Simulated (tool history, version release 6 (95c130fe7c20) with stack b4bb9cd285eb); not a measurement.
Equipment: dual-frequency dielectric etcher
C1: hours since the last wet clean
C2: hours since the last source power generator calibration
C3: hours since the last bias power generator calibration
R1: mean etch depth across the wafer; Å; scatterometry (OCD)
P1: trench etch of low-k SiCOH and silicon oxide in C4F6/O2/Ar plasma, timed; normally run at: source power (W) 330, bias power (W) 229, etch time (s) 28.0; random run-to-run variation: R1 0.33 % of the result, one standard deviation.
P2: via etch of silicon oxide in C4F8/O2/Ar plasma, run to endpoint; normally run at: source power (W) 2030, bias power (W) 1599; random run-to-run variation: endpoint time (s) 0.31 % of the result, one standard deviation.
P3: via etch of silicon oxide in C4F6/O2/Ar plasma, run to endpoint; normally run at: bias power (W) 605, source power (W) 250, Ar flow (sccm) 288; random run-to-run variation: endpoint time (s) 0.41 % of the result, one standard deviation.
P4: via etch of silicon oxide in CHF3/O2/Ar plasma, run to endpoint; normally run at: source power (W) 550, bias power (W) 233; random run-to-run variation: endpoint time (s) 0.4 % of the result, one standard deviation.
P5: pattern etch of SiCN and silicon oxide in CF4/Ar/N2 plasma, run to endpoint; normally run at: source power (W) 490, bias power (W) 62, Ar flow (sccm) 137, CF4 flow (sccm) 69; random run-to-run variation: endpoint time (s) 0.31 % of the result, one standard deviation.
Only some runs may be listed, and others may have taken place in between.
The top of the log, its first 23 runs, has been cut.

-- hour=282.4 wet clean of the chamber
run 24 hour=290.3 | process_that_ran=P1 source_power_(W)=330 bias_power_(W)=229 etch_time_(s)=15.5 | C1=8.0 C2=14.9 C3=835.7 | R1=505.88
run 25 hour=303.0 | process_that_ran=P5 source_power_(W)=490 bias_power_(W)=84 Ar_flow_(sccm)=137 CF4_flow_(sccm)=69 | C1=20.7 C2=27.6 C3=848.4 | endpoint_time_(s)=15.867
run 26 hour=311.4 | process_that_ran=P3 source_power_(W)=250 bias_power_(W)=605 Ar_flow_(sccm)=288 | C1=29.1 C2=36.0 C3=856.8 | endpoint_time_(s)=29.753
run 27 hour=320.7 | process_that_ran=P1 source_power_(W)=330 bias_power_(W)=283 etch_time_(s)=28.0 | C1=38.4 C2=45.3 C3=866.1 | R1=979.56
run 28 hour=337.1 | process_that_ran=P1 source_power_(W)=330 bias_power_(W)=229 etch_time_(s)=28.0 | C1=54.8 C2=61.7 C3=882.5 | R1=910.83
run 29 hour=352.2 | process_that_ran=P1 source_power_(W)=330 bias_power_(W)=229 etch_time_(s)=40.5 | C1=69.9 C2=76.8 C3=897.6 | R1=1315.40
run 30 hour=364.4 | process_that_ran=P1 source_power_(W)=330 bias_power_(W)=269 etch_time_(s)=40.5 | C1=82.1 C2=89.0 C3=909.8 | R1=1388.60
run 31 hour=376.2 | process_that_ran=P2 source_power_(W)=1180 bias_power_(W)=1599 | C1=93.9 C2=100.8 C3=921.6 | endpoint_time_(s)=247.210
run 32 hour=393.6 | process_that_ran=P1 source_power_(W)=330 bias_power_(W)=229 etch_time_(s)=28.0 | C1=111.3 C2=118.2 C3=939.0 | R1=908.86
run 33 hour=406.1 | process_that_ran=P1 source_power_(W)=330 bias_power_(W)=229 etch_time_(s)=28.0 | C1=123.8 C2=130.7 C3=951.5 | R1=905.67
run 34 hour=414.2 | process_that_ran=P1 source_power_(W)=330 bias_power_(W)=229 etch_time_(s)=28.0 | C1=131.9 C2=138.8 C3=959.6 | R1=902.15

Predict the results of run 35:
run 35 hour=428.1 | process_that_ran=P1 source_power_(W)=330 bias_power_(W)=229 etch_time_(s)=28.0 | C1=145.8 C2=152.7 C3=973.5 | R1=?

{"run 35": {"R1": 903.16}}
